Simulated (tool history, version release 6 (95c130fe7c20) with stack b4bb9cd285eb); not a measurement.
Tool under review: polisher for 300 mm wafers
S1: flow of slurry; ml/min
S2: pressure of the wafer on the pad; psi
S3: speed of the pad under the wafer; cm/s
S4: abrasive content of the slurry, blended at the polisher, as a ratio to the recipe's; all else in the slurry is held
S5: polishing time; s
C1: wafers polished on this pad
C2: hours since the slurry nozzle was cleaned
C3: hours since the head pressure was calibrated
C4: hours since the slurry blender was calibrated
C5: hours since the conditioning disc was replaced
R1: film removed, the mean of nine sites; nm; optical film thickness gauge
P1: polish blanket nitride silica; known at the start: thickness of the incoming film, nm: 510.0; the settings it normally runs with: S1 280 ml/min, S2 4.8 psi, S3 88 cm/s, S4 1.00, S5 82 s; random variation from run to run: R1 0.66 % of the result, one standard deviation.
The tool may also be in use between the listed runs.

run     day   S1   S2   S3    S4   S5    C1     C2      C3     C4     C5      R1
  1   0.650  280  4.8   88  1.00   82   334  337.7   844.4  251.1   54.3  51.517
  2   1.088  280  4.8   88  1.00   82   435  348.2   854.9  261.6   64.8  51.430
  3   1.446  280  4.8   88  1.00   82   519  356.8   863.5  270.2   73.4  52.333
  4   2.083  280  4.8   88  0.55   82   667  372.1   878.8  285.5   88.7  37.655
  5   2.746  280  4.8   88  1.00   82   820  388.0   894.7  301.4  104.6  52.454
  6   3.396  280  4.8   88  1.00   82   971  403.6   910.3  317.0  120.2  52.399
      3.733  -- slurry blender recalibrated
  7   4.108  280  4.8   64  1.00   82  1137  420.7   927.4    9.0  137.3  40.690
  8   4.575  280  4.8   88  1.00   82  1245  431.9   938.6   20.2  148.5  51.228
  9   5.046  280  4.8   88  1.00   82  1354  443.2   949.9   31.5  159.8  52.089
 10   5.558  280  3.5   88  1.00   82  1473  455.5   962.2   43.8  172.1  38.385
 11   5.896  280  4.8  136  1.00   82  1551  463.6   970.3   51.9  180.2  73.918
      6.117  -- slurry nozzle cleaned
 12   6.350  400  4.8   88  1.00   82  1657    5.7   981.2   62.8  191.1  53.429
 13   7.062  170  4.8   44  1.00   82  1822   22.8   998.3   79.9  208.2  28.190
 14   7.588  280  6.4   88  1.00   82  1944   35.4  1010.9   92.5  220.8  68.748
 15   8.129  280  4.8   88  1.00   37  2070   48.4  1023.9  105.5  233.8  23.282
 16   8.692  170  4.8   88  1.00   82  2200   61.9  1037.4  119.0  247.3  48.855
 17   9.038  280  4.8   88  1.00  127  2281   70.2  1045.7  127.3  255.6  81.158
 18   9.688  280  4.8   88  1.50   82  2431   85.8  1061.3  142.9  271.2  61.331
 19  10.288  280  4.8   88  1.00   82  2571  100.2  1075.7  157.3  285.6  52.255
 20  10.838  280  4.8   88  1.00   82  2698  113.4  1088.9  170.5  298.8  50.310
 21  11.483  280  4.8   88  1.00   82  2848  128.9  1104.4  186.0  314.3  49.916
 22  12.150  280  4.8   88  1.00   82  3003  144.9  1120.4  202.0  330.3  49.503
     12.258  -- slurry nozzle cleaned
 23  12.767  280  4.8   88  1.00   82  3146   12.2  1135.2  216.8  345.1  49.390
     12.996  -- conditioning disc replaced and pad reconditioned
 24  13.208  280  4.8   88  1.00   82  3249   22.8  1145.8  227.4    5.1  49.531
     13.525  -- worn pad replaced by a new one
 25  13.638  280  4.8   88  1.00   82    26   33.1  1156.1  237.7   15.4  48.737
 26  14.379  280  4.8   88  1.00   82   198   50.9  1173.9  255.5   33.2  48.434
 27  14.862  280  4.8   88  1.00   82   311   62.5  1185.5  267.1   44.8  48.538
 28  15.592  280  4.8   88  1.00   82   480   80.0  1203.0  284.6   62.3  49.199

Compared with where it was, what P1 gives has crept away. Each cause listed below fits the log as well as the rest, at the size given for it:
A: head's pressure below its setpoint, % = 6.89
B: abrasive missing from the slurry, % = 14
The onset of the drift is placed at about day 10.288.
Other possible causes, and why each is ruled out:
removal rate lost through wear of the pad, %: work on it at day 13.525, done after the drift set in, did not restore what the process gave before
slurry flow missing at the pad, %: work on it at day 12.258, done after the drift set in, did not restore what the process gave before
time polished since the conditioner stopped cutting, s: work on it at day 12.996, done after the drift set in, did not restore what the process gave before

Each of the check runs listed below is run on 5 wafers and reports their average, with the results left as question marks. Pick the one under which the possible causes would lead to clearly different results.
check 1  16.321  395  4.8  88  1.00  82                       ?
check 2  16.321  280  3.7  88  1.00  82                       ?
check 3  16.321  280  4.8  88  0.55  82                       ?
check 4  16.321  280  6.4  88  1.00  82                       ?

Expected result of each check under each candidate cause:
  check  result    if A    if B
check 1      R1  49.805  49.805
check 2      R1  37.333  37.333
check 3      R1  35.303  34.529
check 4      R1  64.577  64.577
Gap, in per cent, between the two causes that each check separates least, read from the result that separates them most: check 1 0 %; check 2 0 %; check 3 2.22 %; check 4 0 %
Check 3 is the one run that separates the causes; every other check would come out nearly the same whichever cause is at work.

Then check 3 was run and gave: R1 34.615 nm. Which cause is it?

B is the cause: abrasive missing from the slurry, %.
